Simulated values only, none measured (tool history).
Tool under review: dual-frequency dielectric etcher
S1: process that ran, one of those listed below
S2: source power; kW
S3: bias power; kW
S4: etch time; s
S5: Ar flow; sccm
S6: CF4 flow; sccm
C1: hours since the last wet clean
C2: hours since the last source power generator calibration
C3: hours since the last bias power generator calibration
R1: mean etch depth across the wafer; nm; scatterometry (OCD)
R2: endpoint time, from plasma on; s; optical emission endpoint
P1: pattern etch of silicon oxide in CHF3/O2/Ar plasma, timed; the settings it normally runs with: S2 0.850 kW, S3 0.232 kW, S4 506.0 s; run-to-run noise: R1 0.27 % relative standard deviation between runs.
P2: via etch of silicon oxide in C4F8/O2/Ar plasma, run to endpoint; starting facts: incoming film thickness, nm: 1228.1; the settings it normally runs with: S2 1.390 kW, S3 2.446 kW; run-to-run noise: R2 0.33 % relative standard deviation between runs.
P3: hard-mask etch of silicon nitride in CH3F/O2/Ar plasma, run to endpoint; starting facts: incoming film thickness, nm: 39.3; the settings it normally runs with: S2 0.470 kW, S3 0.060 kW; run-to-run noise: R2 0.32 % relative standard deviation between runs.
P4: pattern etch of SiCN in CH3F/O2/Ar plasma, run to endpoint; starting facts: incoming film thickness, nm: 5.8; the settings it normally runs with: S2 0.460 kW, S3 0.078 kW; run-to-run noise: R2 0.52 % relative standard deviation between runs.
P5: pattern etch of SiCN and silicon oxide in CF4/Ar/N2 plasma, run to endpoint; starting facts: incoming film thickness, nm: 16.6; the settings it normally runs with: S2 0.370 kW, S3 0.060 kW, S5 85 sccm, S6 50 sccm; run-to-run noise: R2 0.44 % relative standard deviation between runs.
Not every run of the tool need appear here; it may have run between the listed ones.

run 1 hour=14.4 | S1=P1 S2=0.850 S3=0.232 S4=506.0 | C1=347.7 C2=1052.4 C3=1341.7 | R1=1137.00
run 2 hour=24.0 | S1=P2 S2=1.390 S3=3.343 | C1=357.3 C2=1062.0 C3=1351.3 | R2=244.120
run 3 hour=39.6 | S1=P1 S2=0.850 S3=0.293 S4=506.0 | C1=372.9 C2=1077.6 C3=1366.9 | R1=1234.50
run 4 hour=51.3 | S1=P2 S2=1.390 S3=2.446 | C1=384.6 C2=1089.3 C3=1378.6 | R2=268.830
run 5 hour=61.1 | S1=P5 S2=0.370 S3=0.084 S5=85 S6=50 | C1=394.4 C2=1099.1 C3=1388.4 | R2=21.815
run 6 hour=73.9 | S1=P1 S2=0.850 S3=0.232 S4=506.0 | C1=407.2 C2=1111.9 C3=1401.2 | R1=1143.80
run 7 hour=86.6 | S1=P5 S2=0.370 S3=0.060 S5=58 S6=50 | C1=419.9 C2=1124.6 C3=1413.9 | R2=22.913
run 8 hour=102.8 | S1=P3 S2=0.470 S3=0.060 | C1=436.1 C2=1140.8 C3=1430.1 | R2=56.239
run 9 hour=119.8 | S1=P5 S2=0.370 S3=0.060 S5=85 S6=50 | C1=453.1 C2=1157.8 C3=1447.1 | R2=24.342
run 10 hour=129.2 | S1=P1 S2=0.850 S3=0.232 S4=506.0 | C1=462.5 C2=1167.2 C3=1456.5 | R1=1141.10
run 11 hour=145.0 | S1=P1 S2=1.140 S3=0.232 S4=506.0 | C1=478.3 C2=1183.0 C3=1472.3 | R1=1265.20
run 12 hour=156.7 | S1=P1 S2=0.540 S3=0.232 S4=506.0 | C1=490.0 C2=1194.7 C3=1484.0 | R1=960.65
run 13 hour=168.1 | S1=P4 S2=0.460 S3=0.105 | C1=501.4 C2=1206.1 C3=1495.4 | R2=12.736
run 14 hour=177.6 | S1=P2 S2=1.760 S3=2.446 | C1=510.9 C2=1215.6 C3=1504.9 | R2=245.880
run 15 hour=185.2 | S1=P1 S2=0.850 S3=0.232 S4=506.0 | C1=518.5 C2=1223.2 C3=1512.5 | R1=1140.40
run 16 hour=197.7 | S1=P1 S2=0.850 S3=0.184 S4=506.0 | C1=531.0 C2=1235.7 C3=1525.0 | R1=1052.50
run 17 hour=214.0 | S1=P1 S2=0.850 S3=0.232 S4=350.0 | C1=547.3 C2=1252.0 C3=1541.3 | R1=788.15
run 18 hour=222.3 | S1=P1 S2=0.850 S3=0.275 S4=668.0 | C1=555.6 C2=1260.3 C3=1549.6 | R1=1598.00
run 19 hour=239.4 | S1=P3 S2=0.470 S3=0.072 | C1=572.7 C2=1277.4 C3=1566.7 | R2=53.249
run 20 hour=248.6 | S1=P1 S2=0.850 S3=0.232 S4=506.0 | C1=581.9 C2=1286.6 C3=1575.9 | R1=1142.90
run 21 hour=262.8 | S1=P3 S2=0.310 S3=0.060 | C1=596.1 C2=1300.8 C3=1590.1 | R2=66.070
run 22 hour=274.8 | S1=P1 S2=0.850 S3=0.232 S4=506.0 | C1=608.1 C2=1312.8 C3=1602.1 | R1=1140.40
run 23 hour=291.4 | S1=P4 S2=0.460 S3=0.078 | C1=624.7 C2=1329.4 C3=1618.7 | R2=14.211
run 24 hour=300.0 | S1=P1 S2=0.850 S3=0.232 S4=506.0 | C1=633.3 C2=1338.0 C3=1627.3 | R1=1140.70
-- hour=300.9 wet clean of the chamber
run 25 hour=310.8 | S1=P4 S2=0.460 S3=0.078 | C1=9.9 C2=1348.8 C3=1638.1 | R2=14.243
run 26 hour=321.1 | S1=P5 S2=0.470 S3=0.060 S5=85 S6=50 | C1=20.2 C2=1359.1 C3=1648.4 | R2=19.654
run 27 hour=329.2 | S1=P4 S2=0.290 S3=0.078 | C1=28.3 C2=1367.2 C3=1656.5 | R2=16.887
run 28 hour=340.7 | S1=P1 S2=0.850 S3=0.232 S4=617.5 | C1=39.8 C2=1378.7 C3=1668.0 | R1=1386.90
run 29 hour=353.1 | S1=P5 S2=0.370 S3=0.060 S5=85 S6=68 | C1=52.2 C2=1391.1 C3=1680.4 | R2=23.264
run 30 hour=362.7 | S1=P1 S2=0.850 S3=0.232 S4=506.0 | C1=61.8 C2=1400.7 C3=1690.0 | R1=1135.10
run 31 hour=378.1 | S1=P1 S2=0.850 S3=0.232 S4=506.0 | C1=77.2 C2=1416.1 C3=1705.4 | R1=1146.70
run 32 hour=387.8 | S1=P1 S2=0.850 S3=0.232 S4=506.0 | C1=86.9 C2=1425.8 C3=1715.1 | R1=1145.60
run 33 hour=396.2 | S1=P1 S2=0.850 S3=0.232 S4=506.0 | C1=95.3 C2=1434.2 C3=1723.5 | R1=1146.00
-- hour=400.8 wet clean of the chamber
run 34 hour=404.8 | S1=P1 S2=0.850 S3=0.232 S4=506.0 | C1=4.1 C2=1442.8 C3=1732.1 | R1=1156.10
run 35 hour=414.4 | S1=P1 S2=0.850 S3=0.232 S4=506.0 | C1=13.7 C2=1452.4 C3=1741.7 | R1=1152.90
run 36 hour=425.7 | S1=P1 S2=0.850 S3=0.232 S4=506.0 | C1=25.0 C2=1463.7 C3=1753.0 | R1=1158.50
run 37 hour=442.6 | S1=P1 S2=0.850 S3=0.232 S4=506.0 | C1=41.9 C2=1480.6 C3=1769.9 | R1=1156.10
run 38 hour=453.6 | S1=P1 S2=0.850 S3=0.232 S4=506.0 | C1=52.9 C2=1491.6 C3=1780.9 | R1=1155.70
run 39 hour=470.8 | S1=P1 S2=0.850 S3=0.232 S4=506.0 | C1=70.1 C2=1508.8 C3=1798.1 | R1=1155.70

What P1 gives has crept off from where it sat before. The 2 causes that follow fit the log equally well, each at the size noted:
A: source power that arrives over what is set, % = 4.33
B: bias power that arrives over what is set, % = 4.76
The gradual shift began around hour 362.7.
Each remaining cause and why it is not a fit:
chamber walls in a state that raises the etch rate, %: maintenance at hour 400.8, after the shift began, did not return the process to its former output

The list below offers 4 check runs, each averaging the results of 3 wafers, and shows each result as a question mark. For which of them would the listed causes give clearly different results?
run check 1 hour=488.0 | S1=P3 S2=0.470 S3=0.060 | R2=?
run check 2 hour=488.0 | S1=P5 S2=0.370 S3=0.060 S5=85 S6=50 | R2=?
run check 3 hour=488.0 | S1=P2 S2=1.390 S3=2.446 | R2=?
run check 4 hour=488.0 | S1=P4 S2=0.460 S3=0.078 | R2=?

Predicted outcomes, by check and by cause:
check=check_1 result=R2 if_A=55.356 if_B=55.424
check=check_2 result=R2 if_A=23.476 if_B=23.989
check=check_3 result=R2 if_A=264.700 if_B=265.310
check=check_4 result=R2 if_A=13.924 if_B=13.915
Smallest distance between any two causes, each pair judged by its most separating result, in per cent: check 1 0.12 %; check 2 2.16 %; check 3 0.23 %; check 4 0.07 %
The causes can be told apart only by check 2. The other checks would give nearly the same results under each of them.

Check 2 has now been run. It gave: R2 24.066 s. Which of the candidate causes is it?

The cause is B: bias power that arrives over what is set, %.
